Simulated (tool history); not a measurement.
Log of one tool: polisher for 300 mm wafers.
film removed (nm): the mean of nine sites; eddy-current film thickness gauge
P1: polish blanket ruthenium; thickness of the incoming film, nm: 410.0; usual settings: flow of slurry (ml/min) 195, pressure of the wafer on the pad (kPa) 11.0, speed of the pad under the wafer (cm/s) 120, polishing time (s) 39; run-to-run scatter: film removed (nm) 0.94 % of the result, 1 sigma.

run,hour,flow of slurry (ml/min),pressure of the wafer on the pad (kPa),speed of the pad under the wafer (cm/s),polishing time (s),wafers polished on this pad,hours since the slurry nozzle was cleaned,hours since the head pressure was calibrated,film removed (nm)
1,6.6,195,11.0,120,39,185,333.4,977.5,43.120
2,18.7,195,11.0,68,39,294,345.5,989.6,24.536
3,25.6,195,11.0,120,57,356,352.4,996.5,63.564
4,36.9,195,11.0,120,39,458,363.7,1007.8,43.257
5,51.2,115,11.0,120,39,586,378.0,1022.1,40.379
# hour 51.3: slurry nozzle cleaned
6,61.4,195,11.0,120,39,678,10.1,1032.3,43.918
7,72.9,295,11.0,120,39,782,21.6,1043.8,45.075
8,82.6,195,11.0,120,39,869,31.3,1053.5,43.386
9,94.9,195,11.0,120,39,979,43.6,1065.8,44.413
10,106.7,195,14.5,182,39,1086,55.4,1077.6,88.281
11,116.6,195,4.8,120,39,1175,65.3,1087.5,19.148
12,129.4,195,11.0,120,39,1290,78.1,1100.3,43.870
13,136.9,195,11.0,120,24,1357,85.6,1107.8,26.580
14,143.7,195,11.0,120,39,1418,92.4,1114.6,44.405
15,150.3,195,11.0,162,39,1478,99.0,1121.2,58.228
16,161.3,195,16.5,120,39,1577,110.0,1132.2,65.131
17,175.8,195,11.0,120,39,1707,124.5,1146.7,43.786
18,184.7,195,11.0,120,39,1787,133.4,1155.6,42.562
19,192.8,195,11.0,120,39,1860,141.5,1163.7,42.138
20,203.8,195,11.0,120,39,1959,152.5,1174.7,40.951
# hour 207.2: head pressure recalibrated
21,216.2,195,11.0,120,39,2070,164.9,9.0,41.266
22,224.9,195,11.0,120,39,2149,173.6,17.7,41.148
23,237.8,195,11.0,120,39,2265,186.5,30.6,41.326

What P1 gives has crept away from where it was. These 2 causes fit the log equally well, each at the size given:
A: slurry flow missing at the pad, % = 32.9
B: removal rate lost through wear of the pad, % = 6.41
The creep began at about hour 175.8.
Why every other cause is out:
head's pressure below its setpoint, %: serviced at hour 207.2, which brought nothing back

4 check runs are offered, each on 3 wafers whose results are averaged, their results left as question marks. Which one tells the causes apart?
check 1,250.7,115,8.3,120,39,,,,?
check 2,250.7,195,4.8,120,39,,,,?
check 3,250.7,240,6.2,120,39,,,,?
check 4,250.7,195,6.2,120,53,,,,?

What each check would give under each cause:
check,result,if A,if B
check 1,film removed (nm),26.812,27.908
check 2,film removed (nm),17.873,17.870
check 3,film removed (nm),23.856,23.576
check 4,film removed (nm),31.228,31.224
How far apart the two closest causes lie, in the result that separates them most: check 1 4.01 %; check 2 0.01 %; check 3 1.18 %; check 4 0.01 %
Check 1 tells the causes apart: in the others they would give nearly the same result.

Then check 1 was run and gave: film removed (nm) 28.172. Which cause is it?

It is B: removal rate lost through wear of the pad, %.
